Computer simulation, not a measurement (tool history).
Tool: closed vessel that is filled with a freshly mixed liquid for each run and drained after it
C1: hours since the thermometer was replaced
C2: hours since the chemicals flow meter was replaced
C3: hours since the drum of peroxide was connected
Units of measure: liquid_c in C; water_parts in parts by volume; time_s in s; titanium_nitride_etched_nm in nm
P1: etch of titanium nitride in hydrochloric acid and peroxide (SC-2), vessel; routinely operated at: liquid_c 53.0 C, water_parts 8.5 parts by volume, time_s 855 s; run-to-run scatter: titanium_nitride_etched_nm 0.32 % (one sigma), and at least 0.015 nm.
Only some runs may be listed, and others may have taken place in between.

run 1 day=0.217 | liquid_c=53.0 water_parts=8.5 time_s=855 | C1=920.6 C2=811.4 C3=440.2 | titanium_nitride_etched_nm=54.4430
run 2 day=0.329 | liquid_c=64.5 water_parts=4.0 time_s=855 | C1=923.3 C2=814.1 C3=442.9 | titanium_nitride_etched_nm=198.2200
run 3 day=0.492 | liquid_c=53.0 water_parts=13.5 time_s=255 | C1=927.2 C2=818.0 C3=446.8 | titanium_nitride_etched_nm=10.9910
run 4 day=0.629 | liquid_c=53.0 water_parts=8.5 time_s=855 | C1=930.5 C2=821.3 C3=450.1 | titanium_nitride_etched_nm=54.2260
run 5 day=0.788 | liquid_c=61.5 water_parts=8.5 time_s=855 | C1=934.3 C2=825.1 C3=453.9 | titanium_nitride_etched_nm=93.9730
run 6 day=0.938 | liquid_c=53.0 water_parts=8.5 time_s=855 | C1=937.9 C2=828.7 C3=457.5 | titanium_nitride_etched_nm=54.2740
run 7 day=1.058 | liquid_c=53.0 water_parts=12.0 time_s=855 | C1=940.8 C2=831.6 C3=460.4 | titanium_nitride_etched_nm=40.7660
run 8 day=1.183 | liquid_c=44.0 water_parts=8.5 time_s=855 | C1=943.8 C2=834.6 C3=463.4 | titanium_nitride_etched_nm=29.7830
run 9 day=1.300 | liquid_c=53.0 water_parts=8.5 time_s=855 | C1=946.6 C2=837.4 C3=466.2 | titanium_nitride_etched_nm=54.5540
run 10 day=1.533 | liquid_c=53.0 water_parts=8.5 time_s=1675 | C1=952.2 C2=843.0 C3=471.8 | titanium_nitride_etched_nm=107.2000
run 11 day=1.692 | liquid_c=53.0 water_parts=8.5 time_s=855 | C1=956.0 C2=846.8 C3=475.6 | titanium_nitride_etched_nm=54.6540
run 12 day=1.879 | liquid_c=53.0 water_parts=8.5 time_s=145 | C1=960.5 C2=851.3 C3=480.1 | titanium_nitride_etched_nm=9.2729
run 13 day=2.058 | liquid_c=53.0 water_parts=4.0 time_s=855 | C1=964.8 C2=855.6 C3=484.4 | titanium_nitride_etched_nm=95.5720
run 14 day=2.300 | liquid_c=44.0 water_parts=14.0 time_s=855 | C1=970.6 C2=861.4 C3=490.2 | titanium_nitride_etched_nm=19.5710
run 15 day=2.517 | liquid_c=53.0 water_parts=8.5 time_s=855 | C1=975.8 C2=866.6 C3=495.4 | titanium_nitride_etched_nm=54.3310
run 16 day=2.700 | liquid_c=53.0 water_parts=8.5 time_s=855 | C1=980.2 C2=871.0 C3=499.8 | titanium_nitride_etched_nm=54.5820
run 17 day=2.842 | liquid_c=53.0 water_parts=8.5 time_s=855 | C1=983.6 C2=874.4 C3=503.2 | titanium_nitride_etched_nm=55.6340
run 18 day=2.971 | liquid_c=53.0 water_parts=8.5 time_s=855 | C1=986.7 C2=877.5 C3=506.3 | titanium_nitride_etched_nm=56.9570
run 19 day=3.138 | liquid_c=53.0 water_parts=8.5 time_s=855 | C1=990.7 C2=881.5 C3=510.3 | titanium_nitride_etched_nm=57.3690
run 20 day=3.338 | liquid_c=53.0 water_parts=8.5 time_s=855 | C1=995.5 C2=886.3 C3=515.1 | titanium_nitride_etched_nm=58.5970

Predict the results of run 21:
run 21 day=3.575 | liquid_c=53.0 water_parts=8.5 time_s=855 | C1=1001.2 C2=892.0 C3=520.8 | titanium_nitride_etched_nm=?

Run 21 came out at titanium_nitride_etched_nm 58.9060 nm.

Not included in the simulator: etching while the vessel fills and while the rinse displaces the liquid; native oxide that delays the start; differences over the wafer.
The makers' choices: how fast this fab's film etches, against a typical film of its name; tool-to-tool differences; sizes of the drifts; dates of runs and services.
